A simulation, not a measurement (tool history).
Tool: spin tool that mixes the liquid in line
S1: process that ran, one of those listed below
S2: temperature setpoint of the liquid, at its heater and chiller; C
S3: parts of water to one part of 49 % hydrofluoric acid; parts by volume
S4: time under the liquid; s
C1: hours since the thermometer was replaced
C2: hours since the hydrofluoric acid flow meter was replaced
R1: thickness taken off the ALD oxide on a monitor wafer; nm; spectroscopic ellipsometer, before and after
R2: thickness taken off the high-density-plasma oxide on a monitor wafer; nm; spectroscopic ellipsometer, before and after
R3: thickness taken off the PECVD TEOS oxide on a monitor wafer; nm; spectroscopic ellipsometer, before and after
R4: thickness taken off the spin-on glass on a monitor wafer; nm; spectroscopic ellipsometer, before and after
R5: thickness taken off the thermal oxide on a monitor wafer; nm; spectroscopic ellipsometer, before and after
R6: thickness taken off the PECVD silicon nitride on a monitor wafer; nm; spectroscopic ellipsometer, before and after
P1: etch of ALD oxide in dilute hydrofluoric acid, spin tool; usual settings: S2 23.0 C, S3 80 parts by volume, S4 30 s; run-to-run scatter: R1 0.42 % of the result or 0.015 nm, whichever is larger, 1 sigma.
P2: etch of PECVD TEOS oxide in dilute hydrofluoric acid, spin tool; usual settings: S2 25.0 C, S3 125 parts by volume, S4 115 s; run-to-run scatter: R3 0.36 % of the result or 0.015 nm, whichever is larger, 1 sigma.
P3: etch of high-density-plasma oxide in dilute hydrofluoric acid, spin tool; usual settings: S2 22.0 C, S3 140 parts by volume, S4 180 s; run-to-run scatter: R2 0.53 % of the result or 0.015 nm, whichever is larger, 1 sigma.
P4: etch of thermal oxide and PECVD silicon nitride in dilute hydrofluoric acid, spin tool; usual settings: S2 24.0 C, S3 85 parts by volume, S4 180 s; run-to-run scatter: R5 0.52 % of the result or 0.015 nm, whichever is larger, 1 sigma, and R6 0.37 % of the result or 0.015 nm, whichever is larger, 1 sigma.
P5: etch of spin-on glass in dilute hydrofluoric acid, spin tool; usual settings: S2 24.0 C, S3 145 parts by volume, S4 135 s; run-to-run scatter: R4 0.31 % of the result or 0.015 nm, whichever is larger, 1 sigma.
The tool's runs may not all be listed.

run     day  S1    S2   S3   S4      C1     C2       R1      R2      R3       R4      R5       R6
  1   0.438  P1  23.0   80   30   772.2  419.6   4.9401
  2   0.933  P3  22.0  140  180   784.1  431.5           5.6179
  3   1.296  P3  17.0  140  180   792.8  440.2           4.6132
  4   1.788  P1  17.0   80   60   804.6  452.0   7.7146
  5   2.225  P1  30.5   80   30   815.1  462.5   6.6346
  6   2.592  P2  25.0  125   25   823.9  471.3                    4.307
  7   3.075  P1  23.0   80   60   835.5  482.9  10.0250
  8   3.304  P1  23.0   80   30   841.0  488.4   4.9290
  9   3.762  P5  24.0  145  135   852.0  499.4                           18.9970
 10   4.125  P4  24.0   85  355   860.7  508.1                                    21.379  10.6950
 11   4.508  P1  23.0   20   30   869.9  517.3  21.3440
 12   4.896  P4  24.0   85  180   879.2  526.6                                    10.904   5.4530
      5.058  -- hydrofluoric acid flow meter replaced
 13   5.342  P1  23.0   80   30   889.9    6.8   4.9345
 14   5.612  P5  24.0   40  135   896.4   13.3                           78.5960
 15   5.979  P2  18.5  125  115   905.2   22.1                   15.286
 16   6.221  P1  23.0   80   30   911.0   27.9   4.9215
 17   6.562  P1  23.0  140   30   919.2   36.1   2.6327
 18   6.838  P3  22.0  140   65   925.8   42.7           2.0159
 19   7.217  P1  23.0   80   15   934.9   51.8   2.4611
 20   7.592  P3  22.0  250  180   943.9   60.8           2.8059
 21   7.900  P4  24.0   85  180   951.3   68.2                                    10.760   5.4528
 22   8.238  P2  25.0   50  115   959.4   76.3                   54.573
 23   8.746  P4  28.5   85  180   971.6   88.5                                    12.994   7.3207
 24   9.046  P5  20.5  145  135   978.8   95.7                           16.4860
 25   9.283  P1  17.0   80   30   984.5  101.4   3.8606
 26   9.625  P1  23.0  135   15   992.7  109.6   1.3696
 27  10.042  P2  25.0  125  115  1002.7  119.6                   19.892
 28  10.425  P5  24.0  145   15  1011.9  128.8                            2.0868
 29  10.742  P4  24.0   55  180  1019.5  136.4                                    17.518   8.3789
 30  11.029  P1  23.0   80   30  1026.4  143.3   4.9663
 31  11.354  P1  23.0   80   30  1034.2  151.1   4.8117
 32  11.850  P1  23.0   80   30  1046.1  163.0   4.7521
 33  12.204  P1  23.0   80   30  1054.6  171.5   4.6745
 34  12.671  P1  23.0   80   30  1065.8  182.7   4.6724
 35  13.125  P1  23.0   80   30  1076.7  193.6   4.6795
 36  13.579  P1  23.0   80   30  1087.6  204.5   4.6261

What P1 gives has crept away from where it was. These 2 causes fit the log equally well, each at the size given:
A: hydrofluoric acid flow below the setpoint (%) = 5.85
B: liquid colder than its thermometer reads (K) = 1.63
The creep began at about day 11.029.

4 check runs are offered, one wafer each, their results left as question marks. Which one tells the causes apart?
check 1  14.033  P2  25.0  125  115                   ?
check 2  14.033  P5  24.0  145  135                       ?
check 3  14.033  P3  22.0  140  180               ?
check 4  14.033  P4  24.0   85  180                           ?   ?

What each check would give under each cause:
  check  result     if A     if B
check 1      R3   18.510   18.628
check 2      R4  17.6670  17.8000
check 3      R2   5.2793   5.3075
check 4      R5   10.140   10.151
check 4      R6   5.1329   4.8854
How far apart the two closest causes lie, in the result that separates them most: check 1 0.64 %; check 2 0.75 %; check 3 0.53 %; check 4 4.94 %
Only check 4 tells the causes apart: in the others they would give nearly the same result.

Then check 4 was run and gave: R5 10.158 nm; R6 5.1318 nm. Which cause is it?

It is A: hydrofluoric acid flow below the setpoint (%).

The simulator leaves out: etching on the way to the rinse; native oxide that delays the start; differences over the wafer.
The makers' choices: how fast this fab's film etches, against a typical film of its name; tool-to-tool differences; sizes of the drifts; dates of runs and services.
